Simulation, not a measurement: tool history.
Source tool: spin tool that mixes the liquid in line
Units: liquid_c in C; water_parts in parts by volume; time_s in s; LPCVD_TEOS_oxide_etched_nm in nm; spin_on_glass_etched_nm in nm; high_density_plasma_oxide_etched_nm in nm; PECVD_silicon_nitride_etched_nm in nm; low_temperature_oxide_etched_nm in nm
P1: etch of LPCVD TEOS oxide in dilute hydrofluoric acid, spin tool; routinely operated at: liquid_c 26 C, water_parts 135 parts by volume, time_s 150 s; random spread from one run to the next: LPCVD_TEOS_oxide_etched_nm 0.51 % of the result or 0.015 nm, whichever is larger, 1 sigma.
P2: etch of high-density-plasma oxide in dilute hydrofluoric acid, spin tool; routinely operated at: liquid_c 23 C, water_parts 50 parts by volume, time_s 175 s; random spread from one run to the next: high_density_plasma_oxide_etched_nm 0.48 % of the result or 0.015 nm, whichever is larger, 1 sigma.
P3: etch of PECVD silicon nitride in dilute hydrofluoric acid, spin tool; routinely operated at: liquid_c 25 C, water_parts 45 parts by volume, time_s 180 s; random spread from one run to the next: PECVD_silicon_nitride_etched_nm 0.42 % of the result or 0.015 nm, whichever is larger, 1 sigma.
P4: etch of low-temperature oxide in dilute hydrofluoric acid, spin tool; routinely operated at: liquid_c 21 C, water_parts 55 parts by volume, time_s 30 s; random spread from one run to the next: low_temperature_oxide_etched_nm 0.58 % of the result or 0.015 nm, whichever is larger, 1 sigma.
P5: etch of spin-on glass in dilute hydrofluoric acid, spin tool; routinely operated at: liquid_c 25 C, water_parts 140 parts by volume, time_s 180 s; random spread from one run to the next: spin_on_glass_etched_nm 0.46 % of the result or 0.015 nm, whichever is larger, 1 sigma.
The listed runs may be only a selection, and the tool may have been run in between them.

| run | day | process | liquid_c | water_parts | time_s | hours since the thermometer was replaced | hours since the hydrofluoric acid flow meter was replaced | LPCVD_TEOS_oxide_etched_nm | spin_on_glass_etched_nm | high_density_plasma_oxide_etched_nm | PECVD_silicon_nitride_etched_nm | low_temperature_oxide_etched_nm |
|---|---|---|---|---|---|---|---|---|---|---|---|---|
| 1 | 0.433 | P1 | 26 | 135 | 150 | 379.3 | 816.5 | 27.602 |  |  |  |  |
| 2 | 0.888 | P1 | 26 | 235 | 235 | 390.2 | 827.4 | 22.003 |  |  |  |  |
| 3 | 1.304 | P5 | 25 | 195 | 180 | 400.2 | 837.4 |  | 26.548 |  |  |  |
| 4 | 1.754 | P2 | 23 | 20 | 175 | 411 | 848.2 |  |  | 93.998 |  |  |
| 5 | 2.142 | P2 | 23 | 50 | 310 | 420.3 | 857.5 |  |  | 64.113 |  |  |
| 6 | 2.592 | P3 | 25 | 80 | 180 | 431.1 | 868.3 |  |  |  | 5.8635 |  |
| 7 | 2.904 | P3 | 31.5 | 45 | 180 | 438.6 | 875.8 |  |  |  | 15.891 |  |
| 8 | 3.325 | P2 | 23 | 50 | 175 | 448.7 | 885.9 |  |  | 35.815 |  |  |
| 9 | 3.571 | P4 | 21 | 55 | 30 | 454.6 | 891.8 |  |  |  |  | 11.483 |
| 10 | 3.808 | P4 | 21 | 20 | 30 | 460.3 | 897.5 |  |  |  |  | 32.774 |
| 11 | 4.088 | P1 | 30 | 55 | 150 | 467 | 904.2 | 87.755 |  |  |  |  |
| 12 | 4.55 | P1 | 18.5 | 135 | 150 | 478.1 | 915.3 | 20.477 |  |  |  |  |
| 13 | 4.8 | P1 | 26 | 135 | 285 | 484.1 | 921.3 | 52.623 |  |  |  |  |
| 14 | 5.196 | P4 | 21 | 55 | 30 | 493.6 | 930.8 |  |  |  |  | 11.496 |
| 15 | 5.6 | P1 | 33.5 | 135 | 150 | 503.3 | 940.5 | 36.34 |  |  |  |  |
| 16 | 5.858 | P3 | 25 | 45 | 20 | 509.5 | 946.7 |  |  |  | 1.127 |  |
| 17 | 6.338 | P1 | 26 | 135 | 150 | 521 | 958.2 | 27.521 |  |  |  |  |
| 18 | 6.658 | P1 | 26 | 35 | 150 | 528.7 | 965.9 | 121.11 |  |  |  |  |
| 19 | 6.933 | P1 | 26 | 75 | 240 | 535.3 | 972.5 | 85.882 |  |  |  |  |
| 20 | 7.4 | P1 | 26 | 135 | 65 | 546.5 | 983.7 | 11.948 |  |  |  |  |
| 21 | 7.921 | P2 | 29 | 50 | 175 | 559 | 996.2 |  |  | 46.183 |  |  |
| 22 | 8.396 | P3 | 25 | 45 | 180 | 570.4 | 1007.6 |  |  |  | 10.41 |  |
| 23 | 8.771 | P5 | 25 | 140 | 180 | 579.4 | 1016.6 |  | 39.258 |  |  |  |
| 24 | 9.046 | P4 | 28.5 | 55 | 30 | 586 | 1023.2 |  |  |  |  | 15.645 |
| 25 | 9.388 | P4 | 21 | 55 | 15 | 594.2 | 1031.4 |  |  |  |  | 5.7858 |
| 26 | 9.725 | P1 | 26 | 215 | 150 | 602.3 | 1039.5 | 15.696 |  |  |  |  |
| 27 | 10.017 | P1 | 26 | 135 | 150 | 609.3 | 1046.5 | 27.361 |  |  |  |  |
| 28 | 10.321 | P3 | 25 | 45 | 180 | 616.6 | 1053.8 |  |  |  | 10.479 |  |
| 29 | 10.696 | P5 | 29 | 140 | 180 | 625.6 | 1062.8 |  | 45.137 |  |  |  |
| 30 | 11.112 | P1 | 26 | 135 | 150 | 635.6 | 1072.8 | 27.42 |  |  |  |  |
| 31 | 11.521 | P5 | 25 | 140 | 320 | 645.4 | 1082.6 |  | 68.945 |  |  |  |
| 32 | 11.925 | P1 | 26 | 135 | 150 | 655.1 | 1092.3 | 27.379 |  |  |  |  |
| 33 | 12.375 | P1 | 26 | 135 | 150 | 665.9 | 1103.1 | 26.878 |  |  |  |  |
| 34 | 12.788 | P1 | 26 | 135 | 150 | 675.8 | 1113 | 26.276 |  |  |  |  |
| 35 | 13.308 | P1 | 26 | 135 | 150 | 688.3 | 1125.5 | 26.139 |  |  |  |  |
| 36 | 13.533 | P1 | 26 | 135 | 150 | 693.7 | 1130.9 | 26.117 |  |  |  |  |

Forecast run 37:
| 37 | 13.938 | P1 | 26 | 135 | 150 | 703.4 | 1140.6 | ? |  |  |  |  |

LPCVD_TEOS_oxide_etched_nm: 25.98 nm

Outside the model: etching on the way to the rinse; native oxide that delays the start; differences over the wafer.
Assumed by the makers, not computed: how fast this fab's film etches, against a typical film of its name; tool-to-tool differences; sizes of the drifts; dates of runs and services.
